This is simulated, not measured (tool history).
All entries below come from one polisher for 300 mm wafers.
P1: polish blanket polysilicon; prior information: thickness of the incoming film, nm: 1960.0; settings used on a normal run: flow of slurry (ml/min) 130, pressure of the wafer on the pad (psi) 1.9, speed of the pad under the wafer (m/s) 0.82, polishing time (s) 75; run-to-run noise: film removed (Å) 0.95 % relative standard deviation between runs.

run,day,flow of slurry (ml/min),pressure of the wafer on the pad (psi),speed of the pad under the wafer (m/s),polishing time (s),wafers polished on this pad,hours since the slurry nozzle was cleaned,hours since the head pressure was calibrated,film removed (Å)
1,0.329,130,1.9,0.82,75,612,129.8,353.0,3367.5
2,0.683,130,1.9,0.82,75,718,138.3,361.5,3398.2
3,0.983,130,1.9,0.82,114,808,145.5,368.7,5143.0
4,1.358,80,1.9,0.82,75,921,154.5,377.7,3012.9
5,1.804,190,3.0,0.82,75,1055,165.2,388.4,5729.3
6,2.146,130,1.9,0.40,75,1157,173.4,396.6,1654.7
7,2.542,130,0.9,0.82,75,1276,182.9,406.1,1599.2
8,2.917,130,1.9,0.82,52,1388,191.9,415.1,2369.5
9,3.154,195,1.9,0.82,75,1460,197.6,420.8,3647.7
10,3.412,130,2.4,0.82,75,1537,203.8,427.0,4347.3
11,3.829,130,1.9,0.82,75,1662,213.8,437.0,3345.8
12,4.108,130,1.9,1.24,75,1746,220.5,443.7,5079.3
13,4.554,130,1.9,0.82,75,1880,231.2,454.4,3373.9
14,4.988,130,1.9,0.82,75,2010,241.6,464.8,3378.0
15,5.258,130,1.9,0.82,75,2091,248.1,471.3,3276.8
16,5.558,130,1.9,0.82,75,2181,255.3,478.5,3218.2
17,5.842,130,1.9,0.82,75,2266,262.1,485.3,3204.2
18,6.162,130,1.9,0.82,75,2362,269.8,493.0,3158.9
19,6.475,130,1.9,0.82,75,2456,277.3,500.5,3167.8
20,6.879,130,1.9,0.82,75,2577,287.0,510.2,3160.2

Run 21 comes next. What will it give?
# day 6.958: worn pad replaced by a new one
21,7.325,130,1.9,0.82,75,110,297.7,520.9,?

{"run 21": {"film removed (Å)": 3134.8}}
